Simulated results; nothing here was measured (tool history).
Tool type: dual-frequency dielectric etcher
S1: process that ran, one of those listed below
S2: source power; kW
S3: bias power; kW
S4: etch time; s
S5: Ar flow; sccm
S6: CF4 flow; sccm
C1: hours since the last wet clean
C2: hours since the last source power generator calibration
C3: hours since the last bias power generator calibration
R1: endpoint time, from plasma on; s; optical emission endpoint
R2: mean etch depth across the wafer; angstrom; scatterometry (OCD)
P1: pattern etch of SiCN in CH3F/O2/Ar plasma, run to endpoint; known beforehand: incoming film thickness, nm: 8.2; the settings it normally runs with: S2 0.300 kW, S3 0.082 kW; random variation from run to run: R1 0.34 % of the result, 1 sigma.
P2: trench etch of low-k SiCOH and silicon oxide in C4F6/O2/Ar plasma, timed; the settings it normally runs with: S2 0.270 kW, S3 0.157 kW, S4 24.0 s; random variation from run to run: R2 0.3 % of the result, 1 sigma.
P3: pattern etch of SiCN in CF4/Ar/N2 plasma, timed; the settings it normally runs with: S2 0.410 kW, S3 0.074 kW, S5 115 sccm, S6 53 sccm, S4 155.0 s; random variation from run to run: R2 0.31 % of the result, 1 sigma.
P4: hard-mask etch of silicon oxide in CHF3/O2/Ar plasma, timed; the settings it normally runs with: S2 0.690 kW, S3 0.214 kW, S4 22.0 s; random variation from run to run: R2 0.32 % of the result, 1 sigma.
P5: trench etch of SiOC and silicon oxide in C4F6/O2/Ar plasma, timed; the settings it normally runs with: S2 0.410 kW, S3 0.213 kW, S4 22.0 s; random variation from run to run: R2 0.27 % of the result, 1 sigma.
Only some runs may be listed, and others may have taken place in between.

Run 1, hour 6.2: S1 P1, S2 0.300 kW, S3 0.082 kW; C1 175.1; C2 460.6; C3 1289.4. Result: R1 23.373 s.
Run 2, hour 11.2: S1 P1, S2 0.300 kW, S3 0.110 kW; C1 180.1; C2 465.6; C3 1294.4. Result: R1 20.686 s.
Run 3, hour 15.4: S1 P2, S2 0.270 kW, S3 0.157 kW, S4 24.0 s; C1 184.3; C2 469.8; C3 1298.6. Result: R2 613.59 angstrom.
Run 4, hour 21.6: S1 P1, S2 0.300 kW, S3 0.065 kW; C1 190.5; C2 476.0; C3 1304.8. Result: R1 25.386 s.
Run 5, hour 27.1: S1 P2, S2 0.270 kW, S3 0.094 kW, S4 24.0 s; C1 196.0; C2 481.5; C3 1310.3. Result: R2 524.43 angstrom.
Run 6, hour 32.9: S1 P3, S2 0.410 kW, S3 0.074 kW, S4 155.0 s, S5 115 sccm, S6 53 sccm; C1 201.8; C2 487.3; C3 1316.1. Result: R2 1203.70 angstrom.
Run 7, hour 38.5: S1 P3, S2 0.410 kW, S3 0.074 kW, S4 224.5 s, S5 115 sccm, S6 53 sccm; C1 207.4; C2 492.9; C3 1321.7. Result: R2 1745.60 angstrom.
Run 8, hour 43.1: S1 P3, S2 0.490 kW, S3 0.074 kW, S4 155.0 s, S5 115 sccm, S6 53 sccm; C1 212.0; C2 497.5; C3 1326.3. Result: R2 1404.10 angstrom.
Run 9, hour 49.7: S1 P1, S2 0.300 kW, S3 0.082 kW; C1 218.6; C2 504.1; C3 1332.9. Result: R1 23.204 s.
Run 10, hour 54.9: S1 P5, S2 0.410 kW, S3 0.213 kW, S4 16.0 s; C1 223.8; C2 509.3; C3 1338.1. Result: R2 335.47 angstrom.
Run 11, hour 61.8: S1 P1, S2 0.360 kW, S3 0.099 kW; C1 230.7; C2 516.2; C3 1345.0. Result: R1 20.229 s.
Run 12, hour 66.1: S1 P1, S2 0.180 kW, S3 0.082 kW; C1 235.0; C2 520.5; C3 1349.3. Result: R1 28.123 s.
Run 13, hour 71.1: S1 P1, S2 0.210 kW, S3 0.053 kW; C1 240.0; C2 525.5; C3 1354.3. Result: R1 31.196 s.
Run 14, hour 76.4: S1 P4, S2 0.690 kW, S3 0.214 kW, S4 30.0 s; C1 245.3; C2 530.8; C3 1359.6. Result: R2 675.04 angstrom.
Run 15, hour 83.3: S1 P3, S2 0.410 kW, S3 0.060 kW, S4 155.0 s, S5 115 sccm, S6 53 sccm; C1 252.2; C2 537.7; C3 1366.5. Result: R2 1115.10 angstrom.
Run 16, hour 89.7: S1 P3, S2 0.410 kW, S3 0.074 kW, S4 155.0 s, S5 148 sccm, S6 53 sccm; C1 258.6; C2 544.1; C3 1372.9. Result: R2 1156.10 angstrom.
Run 17, hour 94.5: S1 P3, S2 0.410 kW, S3 0.074 kW, S4 155.0 s, S5 115 sccm, S6 41 sccm; C1 263.4; C2 548.9; C3 1377.7. Result: R2 1156.40 angstrom.
Run 18, hour 99.4: S1 P4, S2 0.690 kW, S3 0.214 kW, S4 22.0 s; C1 268.3; C2 553.8; C3 1382.6. Result: R2 491.75 angstrom.
Run 19, hour 102.9: S1 P2, S2 0.270 kW, S3 0.157 kW, S4 33.0 s; C1 271.8; C2 557.3; C3 1386.1. Result: R2 843.89 angstrom.
Run 20, hour 107.2: S1 P5, S2 0.410 kW, S3 0.213 kW, S4 22.0 s; C1 276.1; C2 561.6; C3 1390.4. Result: R2 462.98 angstrom.
Run 21, hour 111.1: S1 P5, S2 0.410 kW, S3 0.299 kW, S4 22.0 s; C1 280.0; C2 565.5; C3 1394.3. Result: R2 518.81 angstrom.
Run 22, hour 115.5: S1 P5, S2 0.280 kW, S3 0.213 kW, S4 22.0 s; C1 284.4; C2 569.9; C3 1398.7. Result: R2 399.53 angstrom.
Run 23, hour 119.1: S1 P4, S2 0.690 kW, S3 0.282 kW, S4 22.0 s; C1 288.0; C2 573.5; C3 1402.3. Result: R2 544.21 angstrom.
Run 24, hour 123.6: S1 P1, S2 0.390 kW, S3 0.082 kW; C1 292.5; C2 578.0; C3 1406.8. Result: R1 21.090 s.
Run 25, hour 127.1: S1 P1, S2 0.300 kW, S3 0.082 kW; C1 296.0; C2 581.5; C3 1410.3. Result: R1 23.295 s.
Run 26, hour 133.4: S1 P1, S2 0.300 kW, S3 0.082 kW; C1 302.3; C2 587.8; C3 1416.6. Result: R1 23.243 s.
Run 27, hour 137.6: S1 P2, S2 0.160 kW, S3 0.157 kW, S4 24.0 s; C1 306.5; C2 592.0; C3 1420.8. Result: R2 498.13 angstrom.
Run 28, hour 144.2: S1 P4, S2 0.850 kW, S3 0.214 kW, S4 22.0 s; C1 313.1; C2 598.6; C3 1427.4. Result: R2 532.17 angstrom.
Run 29, hour 148.0: S1 P1, S2 0.300 kW, S3 0.082 kW; C1 316.9; C2 602.4; C3 1431.2. Result: R1 23.228 s.
Run 30, hour 155.1: S1 P1, S2 0.300 kW, S3 0.082 kW; C1 324.0; C2 609.5; C3 1438.3. Result: R1 23.389 s.
Run 31, hour 161.9: S1 P1, S2 0.300 kW, S3 0.082 kW; C1 330.8; C2 616.3; C3 1445.1. Result: R1 23.625 s.
At hour 166.8: wet clean of the chamber.
Run 32, hour 167.1: S1 P1, S2 0.300 kW, S3 0.082 kW; C1 0.3; C2 621.5; C3 1450.3. Result: R1 23.625 s.
Run 33, hour 173.4: S1 P1, S2 0.300 kW, S3 0.082 kW; C1 6.6; C2 627.8; C3 1456.6. Result: R1 23.525 s.
Run 34, hour 177.3: S1 P1, S2 0.300 kW, S3 0.082 kW; C1 10.5; C2 631.7; C3 1460.5. Result: R1 23.704 s.
Run 35, hour 181.1: S1 P1, S2 0.300 kW, S3 0.082 kW; C1 14.3; C2 635.5; C3 1464.3. Result: R1 23.486 s.
Run 36, hour 188.3: S1 P1, S2 0.300 kW, S3 0.082 kW; C1 21.5; C2 642.7; C3 1471.5. Result: R1 23.608 s.
Run 37, hour 193.2: S1 P1, S2 0.300 kW, S3 0.082 kW; C1 26.4; C2 647.6; C3 1476.4. Result: R1 23.650 s.
Run 38, hour 200.4: S1 P1, S2 0.300 kW, S3 0.082 kW; C1 33.6; C2 654.8; C3 1483.6. Result: R1 23.578 s.

Something has made what P1 gives creep away from where it was; the 2 causes below, each at its own stated size, fit the log equally well:
A: bias power that arrives under what is set, % = 4.48
B: source power that arrives under what is set, % = 4.46
At approximately hour 148.0, the process output began to creep.
Ruled out, with reasons:
chamber walls in a state that lowers the etch rate, %: its service at hour 166.8 followed the start of the drift and did not put the process back to its old value

Consider the 4 single-wafer check runs listed below, results given as question marks: which one distinguishes between the causes by giving clearly different results for each?
Run check 1, hour 207.6: S1 P4, S2 0.690 kW, S3 0.214 kW, S4 22.0 s. Result: R2 ?.
Run check 2, hour 207.6: S1 P5, S2 0.410 kW, S3 0.213 kW, S4 22.0 s. Result: R2 ?.
Run check 3, hour 207.6: S1 P2, S2 0.270 kW, S3 0.157 kW, S4 24.0 s. Result: R2 ?.
Run check 4, hour 207.6: S1 P3, S2 0.410 kW, S3 0.074 kW, S4 155.0 s, S5 115 sccm, S6 53 sccm. Result: R2 ?.

Expected result of each check under each candidate cause:
  check  result     if A     if B
check 1      R2   485.49   484.71
check 2      R2   455.50   454.29
check 3      R2   603.91   601.88
check 4      R2  1184.80  1158.30
Smallest distance between any two causes, each pair judged by its most separating result, in per cent: check 1 0.16 %; check 2 0.27 %; check 3 0.34 %; check 4 2.25 %
Only check 4 tells the causes apart: in the others they would give nearly the same result.

The results of check 4 are: R2 1187.50 angstrom. Based on these, which of the listed causes is it?

The correct cause is A, namely: bias power that arrives under what is set, %.
